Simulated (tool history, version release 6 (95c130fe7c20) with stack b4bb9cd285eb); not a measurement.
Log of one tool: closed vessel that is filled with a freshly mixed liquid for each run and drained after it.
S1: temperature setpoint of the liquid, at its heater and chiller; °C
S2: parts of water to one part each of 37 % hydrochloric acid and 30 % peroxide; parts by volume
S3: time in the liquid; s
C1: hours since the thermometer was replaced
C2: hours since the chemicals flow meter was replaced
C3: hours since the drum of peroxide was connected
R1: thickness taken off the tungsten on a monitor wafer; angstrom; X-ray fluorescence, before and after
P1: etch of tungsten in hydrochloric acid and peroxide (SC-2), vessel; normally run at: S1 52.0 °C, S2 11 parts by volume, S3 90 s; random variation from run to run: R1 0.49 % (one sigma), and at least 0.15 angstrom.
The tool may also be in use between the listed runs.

run,hour,S1,S2,S3,C1,C2,C3,R1
1,13.5,52.0,11,90,954.4,344.2,289.0,118.730
2,21.7,52.0,20,90,962.6,352.4,297.2,69.718
# hour 32.9: thermometer replaced
3,34.9,52.0,11,180,2.0,365.6,310.4,237.130
4,53.3,52.0,11,90,20.4,384.0,328.8,119.120
5,68.7,63.5,11,30,35.8,399.4,344.2,82.454
# hour 81.6: chemicals flow meter replaced
6,84.1,52.0,11,90,51.2,2.5,359.6,118.960
7,98.5,37.5,4,90,65.6,16.9,374.0,94.010
8,115.6,61.0,11,90,82.7,34.0,391.1,210.660
9,134.2,52.0,11,30,101.3,52.6,409.7,39.465
10,149.0,52.0,4,90,116.1,67.4,424.5,257.400
11,160.7,37.5,11,135,127.8,79.1,436.2,65.578
12,173.6,39.0,11,90,140.7,92.0,449.1,48.589
13,188.4,52.0,11,90,155.5,106.8,463.9,118.720
14,204.5,52.0,11,90,171.6,122.9,480.0,118.200
15,219.4,52.0,11,90,186.5,137.8,494.9,122.850

The next listed run, before its measurement:
16,233.6,52.0,11,90,200.7,152.0,509.1,?

{"run 16": {"R1": 124.14}}

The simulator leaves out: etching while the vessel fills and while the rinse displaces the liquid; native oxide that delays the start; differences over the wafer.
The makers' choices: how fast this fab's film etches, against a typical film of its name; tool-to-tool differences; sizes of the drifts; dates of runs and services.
